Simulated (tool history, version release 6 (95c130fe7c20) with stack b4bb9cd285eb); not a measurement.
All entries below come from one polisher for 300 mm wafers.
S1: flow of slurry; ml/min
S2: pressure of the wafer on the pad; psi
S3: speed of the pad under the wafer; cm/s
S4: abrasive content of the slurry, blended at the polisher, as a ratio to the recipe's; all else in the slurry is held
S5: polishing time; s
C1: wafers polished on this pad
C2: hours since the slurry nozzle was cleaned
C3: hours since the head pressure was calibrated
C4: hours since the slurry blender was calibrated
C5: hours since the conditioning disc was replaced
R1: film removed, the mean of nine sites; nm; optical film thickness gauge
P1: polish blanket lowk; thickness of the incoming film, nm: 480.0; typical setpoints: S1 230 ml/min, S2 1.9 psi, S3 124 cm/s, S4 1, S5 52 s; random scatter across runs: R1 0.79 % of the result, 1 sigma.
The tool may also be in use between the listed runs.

run   hour   S1   S2   S3    S4  S5    C1     C2     C3     C4     C5      R1
  1    8.8  230  1.9  124     1  52   683   64.7  415.7  128.7  234.9  26.455
  2   20.1  230  1.9   58     1  52   839     76    427    140  246.2  14.442
  3   34.7  230  1.9  124     1  72  1041   90.6  441.6  154.6  260.8  36.381
  4   41.2  230  1.9  124     1  52  1130   97.1  448.1  161.1  267.3  26.406
  5   51.2  230  1.9  124     1  52  1268  107.1  458.1  171.1  277.3   26.38
  6   64.1  230  1.9  124   1.3  52  1447    120    471    184  290.2  29.757
  7   73.5  345  1.9  124     1  52  1577  129.4  480.4  193.4  299.6  27.651
  8   81.1  230  1.9  124  0.55  52  1682    137    488    201  307.2  19.416
  9   89.1  230  1.9   86   0.7  52  1792    145    496    209  315.2  16.589
 10   98.5  230  1.9  124     1  24  1922  154.4  505.4  218.4  324.6  12.122
 11  109.1  230  1.9  124     1  52  2068    165    516    229  335.2  26.486
 12  123.3  165  1.9  170     1  52  2264  179.2  530.2  243.2  349.4  32.825
 13  133.5  230    3  124     1  52  2405  189.4  540.4  253.4  359.6   41.69
 14  141.4  140  1.9  124     1  52  2515  197.3  548.3  261.3  367.5  24.561
 15  151.6  230  1.9  180     1  52  2655  207.5  558.5  271.5  377.7  35.172
 16  158.6  230  1.9  124     1  52  2752  214.5  565.5  278.5  384.7  26.558
 17  165.6  230  1.9  124  0.75  31  2849  221.5  572.5  285.5  391.7  13.554
 18  177.1  230  1.4  124     1  52  3008    233    584    297  403.2  19.474
 19  186.7  230  1.9  124     1  52  3140  242.6  593.6  306.6  412.8  26.671
 20  194.3  230  1.9  124     1  52  3245  250.2  601.2  314.2  420.4  25.709
 21  202.3  230  1.9  124     1  52  3356  258.2  609.2  322.2  428.4  25.313
 22  216.2  230  1.9  124     1  52  3548  272.1  623.1  336.1  442.3  24.968
 23  224.4  230  1.9  124     1  52  3661  280.3  631.3  344.3  450.5  24.733
     233.4  -- conditioning disc replaced and pad reconditioned
       234  -- slurry nozzle cleaned
 24  238.7  230  1.9  124     1  52  3859    4.8  645.6  358.6    5.4  24.429
 25  246.6  230  1.9  124     1  52  3968   12.7  653.5  366.5   13.3  23.736
 26  260.2  230  1.9  124     1  52  4156   26.3  667.1  380.1   26.9  23.945
     260.9  -- head pressure recalibrated
 27  273.8  230  1.9  124     1  52  4344   39.9     13  393.7   40.5   24.02
 28  288.3  230  1.9  124     1  52  4544   54.4   27.5  408.2     55  23.506
 29  300.5  230  1.9  124     1  52  4712   66.6   39.7  420.4   67.2  23.811

Run 30 has not been measured yet. What should we expect?
 30  312.2  230  1.9  124   1  52  4874  78.3  51.4  432.1  78.9   ?

{"run 30": {"R1": 23.519}}
